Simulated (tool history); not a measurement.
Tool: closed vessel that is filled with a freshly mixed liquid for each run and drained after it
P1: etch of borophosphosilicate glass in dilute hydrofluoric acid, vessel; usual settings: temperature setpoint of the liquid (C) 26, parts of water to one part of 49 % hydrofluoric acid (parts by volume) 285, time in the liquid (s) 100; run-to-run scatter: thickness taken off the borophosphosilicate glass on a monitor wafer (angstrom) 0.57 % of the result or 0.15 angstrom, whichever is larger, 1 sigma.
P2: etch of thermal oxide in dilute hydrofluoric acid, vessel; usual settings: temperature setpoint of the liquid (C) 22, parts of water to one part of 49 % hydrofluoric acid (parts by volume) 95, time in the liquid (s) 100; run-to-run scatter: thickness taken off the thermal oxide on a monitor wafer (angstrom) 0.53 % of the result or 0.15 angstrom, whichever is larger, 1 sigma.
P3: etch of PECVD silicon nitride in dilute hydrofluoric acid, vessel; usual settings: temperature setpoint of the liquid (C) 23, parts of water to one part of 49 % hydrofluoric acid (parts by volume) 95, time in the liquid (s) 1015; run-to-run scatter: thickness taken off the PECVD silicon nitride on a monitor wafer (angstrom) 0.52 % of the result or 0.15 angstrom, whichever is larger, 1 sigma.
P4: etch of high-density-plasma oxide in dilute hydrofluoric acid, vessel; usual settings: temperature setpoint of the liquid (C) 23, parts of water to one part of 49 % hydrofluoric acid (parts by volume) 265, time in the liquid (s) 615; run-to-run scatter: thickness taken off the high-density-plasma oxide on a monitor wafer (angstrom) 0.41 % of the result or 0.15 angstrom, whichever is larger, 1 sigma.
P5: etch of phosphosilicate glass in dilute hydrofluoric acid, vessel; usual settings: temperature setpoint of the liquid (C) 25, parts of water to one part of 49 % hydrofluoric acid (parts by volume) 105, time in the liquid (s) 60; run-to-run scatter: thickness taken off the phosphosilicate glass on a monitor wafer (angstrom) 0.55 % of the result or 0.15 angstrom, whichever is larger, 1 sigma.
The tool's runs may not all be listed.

| run | hour | process that ran | temperature setpoint of the liquid (C) | parts of water to one part of 49 % hydrofluoric acid (parts by volume) | time in the liquid (s) | thickness taken off the borophosphosilicate glass on a monitor wafer (angstrom) | thickness taken off the phosphosilicate glass on a monitor wafer (angstrom) | thickness taken off the thermal oxide on a monitor wafer (angstrom) | thickness taken off the PECVD silicon nitride on a monitor wafer (angstrom) | thickness taken off the high-density-plasma oxide on a monitor wafer (angstrom) |
|---|---|---|---|---|---|---|---|---|---|---|
| 1 | 7.9 | P1 | 26 | 285 | 100 | 236.93 |  |  |  |  |
| 2 | 19.9 | P1 | 26 | 285 | 100 | 236.6 |  |  |  |  |
| 3 | 32.7 | P5 | 25 | 185 | 60 |  | 269.03 |  |  |  |
| 4 | 42.3 | P1 | 26 | 285 | 35 | 82.997 |  |  |  |  |
| 5 | 56.1 | P2 | 22 | 95 | 165 |  |  | 84.58 |  |  |
| 6 | 67.5 | P3 | 31 | 95 | 1015 |  |  |  | 306.15 |  |
| 7 | 76.2 | P3 | 23 | 95 | 1015 |  |  |  | 183.32 |  |
| 8 | 85.8 | P1 | 26 | 285 | 100 | 238.58 |  |  |  |  |
| 9 | 96.3 | P2 | 22 | 95 | 100 |  |  | 51.595 |  |  |
| 10 | 112 | P2 | 22 | 95 | 100 |  |  | 51.562 |  |  |
| 11 | 121.7 | P1 | 26 | 285 | 100 | 235.86 |  |  |  |  |
| 12 | 136.6 | P1 | 26 | 285 | 190 | 448.93 |  |  |  |  |
| 13 | 145.1 | P1 | 26 | 285 | 100 | 237.01 |  |  |  |  |
| 14 | 155.6 | P4 | 23 | 265 | 615 |  |  |  |  | 193.47 |
| 15 | 169.5 | P2 | 22 | 155 | 100 |  |  | 29.25 |  |  |
| 16 | 180 | P3 | 23 | 95 | 125 |  |  |  | 22.803 |  |
| 17 | 197.1 | P5 | 25 | 105 | 60 |  | 523.51 |  |  |  |
| 18 | 212.3 | P5 | 30.5 | 105 | 60 |  | 638.93 |  |  |  |
| 19 | 225.9 | P5 | 25 | 105 | 115 |  | 999.86 |  |  |  |
| 20 | 242.2 | P1 | 26 | 285 | 100 | 238.08 |  |  |  |  |
| 21 | 256.4 | P4 | 18.5 | 265 | 615 |  |  |  |  | 164.31 |
| 22 | 264.7 | P1 | 21.5 | 285 | 100 | 203.06 |  |  |  |  |
| 23 | 273.7 | P1 | 31.5 | 490 | 100 | 134.12 |  |  |  |  |
| 24 | 284.7 | P4 | 23 | 265 | 1235 |  |  |  |  | 387.28 |
| 25 | 300.5 | P2 | 29.5 | 95 | 100 |  |  | 69.142 |  |  |
| 26 | 308.6 | P1 | 26 | 425 | 100 | 138.27 |  |  |  |  |
| 27 | 322.3 | P1 | 26 | 100 | 100 | 834.74 |  |  |  |  |
|  | 338 | hydrofluoric acid flow meter replaced |
| 28 | 339.3 | P3 | 23 | 170 | 1015 |  |  |  | 103.22 |  |
| 29 | 355.7 | P4 | 23 | 440 | 615 |  |  |  |  | 99.393 |
| 30 | 366.3 | P1 | 30 | 285 | 100 | 269.83 |  |  |  |  |
| 31 | 377.6 | P1 | 26 | 285 | 100 | 235.69 |  |  |  |  |
| 32 | 389.8 | P1 | 26 | 285 | 100 | 228.72 |  |  |  |  |
| 33 | 402.5 | P1 | 26 | 285 | 100 | 227.16 |  |  |  |  |
| 34 | 418.7 | P1 | 26 | 285 | 100 | 224.31 |  |  |  |  |
| 35 | 435.7 | P1 | 26 | 285 | 100 | 223.11 |  |  |  |  |
| 36 | 446.8 | P1 | 26 | 285 | 100 | 222.47 |  |  |  |  |
| 37 | 463.9 | P1 | 26 | 285 | 100 | 221.09 |  |  |  |  |

What P1 gives has crept away from where it was. These 2 causes fit the log equally well, each at the size given:
A: liquid colder than its thermometer reads (K) = 1.79
B: hydrofluoric acid flow below the setpoint (%) = 4.63
The creep began at about hour 377.6.

4 check runs are offered, one wafer each, their results left as question marks. Which one tells the causes apart?
| check 1 | 481 | P4 | 19.5 | 265 | 615 |  |  |  |  | ? |
| check 2 | 481 | P2 | 26 | 155 | 100 |  |  | ? |  |  |
| check 3 | 481 | P3 | 30.5 | 95 | 330 |  |  |  | ? |  |
| check 4 | 481 | P5 | 25 | 185 | 115 |  | ? |  |  |  |

What each check would give under each cause:
| check | result | if A | if B |
|---|---|---|---|
| check 1 | thickness taken off the high-density-plasma oxide on a monitor wafer (angstrom) | 159.25 | 160.63 |
| check 2 | thickness taken off the thermal oxide on a monitor wafer (angstrom) | 32.13 | 32.49 |
| check 3 | thickness taken off the PECVD silicon nitride on a monitor wafer (angstrom) | 86.841 | 92.698 |
| check 4 | thickness taken off the phosphosilicate glass on a monitor wafer (angstrom) | 482.41 | 486.94 |
How far apart the two closest causes lie, in the result that separates them most: check 1 0.86 %; check 2 1.12 %; check 3 6.53 %; check 4 0.93 %
Check 3 tells the causes apart: in the others they would give nearly the same result.

Check 3 was then run and gave: thickness taken off the PECVD silicon nitride on a monitor wafer (angstrom) 86.6. Which cause is it?

It is A: liquid colder than its thermometer reads (K).

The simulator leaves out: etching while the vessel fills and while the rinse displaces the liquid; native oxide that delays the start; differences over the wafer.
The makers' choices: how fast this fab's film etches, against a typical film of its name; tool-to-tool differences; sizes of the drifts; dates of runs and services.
